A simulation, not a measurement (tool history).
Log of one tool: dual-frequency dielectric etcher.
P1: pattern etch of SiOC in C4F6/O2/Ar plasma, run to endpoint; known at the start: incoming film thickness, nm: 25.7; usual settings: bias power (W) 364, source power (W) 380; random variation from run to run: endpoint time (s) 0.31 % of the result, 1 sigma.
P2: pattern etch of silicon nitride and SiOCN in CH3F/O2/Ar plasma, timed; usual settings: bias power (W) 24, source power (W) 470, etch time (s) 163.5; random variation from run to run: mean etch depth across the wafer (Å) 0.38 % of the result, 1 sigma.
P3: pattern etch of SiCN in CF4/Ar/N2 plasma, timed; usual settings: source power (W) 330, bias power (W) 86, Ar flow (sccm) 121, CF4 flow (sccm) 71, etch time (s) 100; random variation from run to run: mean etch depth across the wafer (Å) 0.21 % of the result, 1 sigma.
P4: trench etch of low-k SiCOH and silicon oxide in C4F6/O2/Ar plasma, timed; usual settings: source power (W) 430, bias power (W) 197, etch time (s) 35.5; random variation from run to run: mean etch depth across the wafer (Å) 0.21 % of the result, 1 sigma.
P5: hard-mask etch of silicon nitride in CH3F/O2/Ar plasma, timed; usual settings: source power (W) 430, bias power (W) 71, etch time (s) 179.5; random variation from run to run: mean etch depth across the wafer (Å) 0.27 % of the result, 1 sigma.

| run | day | process that ran | bias power (W) | source power (W) | etch time (s) | Ar flow (sccm) | CF4 flow (sccm) | endpoint time (s) | mean etch depth across the wafer (Å) |
|---|---|---|---|---|---|---|---|---|---|
| 1 | 0.383 | P1 | 364 | 380 |  |  |  | 9.659 |  |
| 2 | 0.596 | P1 | 364 | 380 |  |  |  | 9.655 |  |
| 3 | 0.958 | P4 | 197 | 430 | 35.5 |  |  |  | 1202.7 |
| 4 | 1.171 | P2 | 31 | 470 | 163.5 |  |  |  | 270.43 |
| 5 | 1.533 | P4 | 130 | 430 | 35.5 |  |  |  | 1063.2 |
| 6 | 1.862 | P2 | 24 | 470 | 108.5 |  |  |  | 158.75 |
| 7 | 2.046 | P1 | 364 | 380 |  |  |  | 9.5892 |  |
| 8 | 2.346 | P1 | 258 | 380 |  |  |  | 10.842 |  |
| 9 | 2.562 | P3 | 86 | 330 | 100 | 121 | 53 |  | 629.96 |
| 10 | 2.946 | P2 | 24 | 670 | 163.5 |  |  |  | 273.23 |
| 11 | 3.171 | P5 | 71 | 430 | 179.5 |  |  |  | 1340.1 |
| 12 | 3.488 | P3 | 86 | 450 | 100 | 121 | 71 |  | 857.65 |
| 13 | 3.8 | P5 | 71 | 300 | 179.5 |  |  |  | 1167 |
| 14 | 3.992 | P4 | 197 | 430 | 27 |  |  |  | 914.59 |
| 15 | 4.308 | P3 | 86 | 330 | 100 | 171 | 71 |  | 622.15 |
| 16 | 4.692 | P5 | 71 | 430 | 123.5 |  |  |  | 925.12 |
| 17 | 4.879 | P5 | 71 | 430 | 179.5 |  |  |  | 1335.5 |
| 18 | 5.192 | P3 | 86 | 330 | 100 | 121 | 71 |  | 656.37 |
| 19 | 5.421 | P3 | 86 | 330 | 141 | 121 | 71 |  | 923.61 |
| 20 | 5.75 | P1 | 364 | 380 |  |  |  | 9.6234 |  |
| 21 | 6.029 | P2 | 24 | 470 | 163.5 |  |  |  | 239.19 |
| 22 | 6.338 | P3 | 60 | 330 | 100 | 121 | 71 |  | 575.48 |
| 23 | 6.617 | P1 | 513 | 380 |  |  |  | 8.5128 |  |
| 24 | 6.821 | P5 | 57 | 430 | 179.5 |  |  |  | 1240.2 |
| 25 | 7.167 | P1 | 364 | 250 |  |  |  | 11.247 |  |
| 26 | 7.492 | P4 | 197 | 600 | 35.5 |  |  |  | 1380.9 |
| 27 | 7.688 | P1 | 285 | 490 |  |  |  | 9.4718 |  |
| 28 | 7.988 | P1 | 364 | 380 |  |  |  | 9.6203 |  |
| 29 | 8.279 | P4 | 197 | 430 | 35.5 |  |  |  | 1206 |
| 30 | 8.521 | P1 | 364 | 500 |  |  |  | 8.6756 |  |
| 31 | 8.712 | P1 | 364 | 380 |  |  |  | 9.5854 |  |
| 32 | 8.946 | P1 | 364 | 380 |  |  |  | 9.6736 |  |
| 33 | 9.133 | P1 | 364 | 380 |  |  |  | 9.6887 |  |
| 34 | 9.354 | P1 | 364 | 380 |  |  |  | 9.7281 |  |
| 35 | 9.542 | P1 | 364 | 380 |  |  |  | 9.7007 |  |
| 36 | 9.875 | P1 | 364 | 380 |  |  |  | 9.7937 |  |
|  | 10.092 | wet clean of the chamber |
| 37 | 10.271 | P1 | 364 | 380 |  |  |  | 9.7305 |  |
| 38 | 10.488 | P1 | 364 | 380 |  |  |  | 9.8248 |  |
| 39 | 10.879 | P1 | 364 | 380 |  |  |  | 9.7794 |  |

What P1 gives has crept away from where it was. These 2 causes fit the log equally well, each at the size given:
A: bias power that arrives under what is set, % = 4.73
B: source power that arrives under what is set, % = 4.49
The creep began at about day 8.712.
Why every other cause is out:
chamber walls in a state that lowers the etch rate, %: serviced at day 10.092, which brought nothing back

4 check runs are offered, one wafer each, their results left as question marks. Which one tells the causes apart?
| check 1 | 11.271 | P3 | 86 | 330 | 126 | 169 | 71 |  | ? |
| check 2 | 11.271 | P5 | 71 | 430 | 127.5 |  |  |  | ? |
| check 3 | 11.271 | P2 | 28 | 630 | 163.5 |  |  |  | ? |
| check 4 | 11.271 | P4 | 147 | 430 | 35.5 |  |  |  | ? |

What each check would give under each cause:
| check | result | if A | if B |
|---|---|---|---|
| check 1 | mean etch depth across the wafer (Å) | 771.13 | 755.41 |
| check 2 | mean etch depth across the wafer (Å) | 933.57 | 932.58 |
| check 3 | mean etch depth across the wafer (Å) | 279.17 | 280.85 |
| check 4 | mean etch depth across the wafer (Å) | 1085.6 | 1081.6 |
How far apart the two closest causes lie, in the result that separates them most: check 1 2.06 %; check 2 0.11 %; check 3 0.6 %; check 4 0.37 %
Only check 1 tells the causes apart: in the others they would give nearly the same result.

Check 1 was then run and gave: mean etch depth across the wafer (Å) 773.57. Which cause is it?

It is A: bias power that arrives under what is set, %.
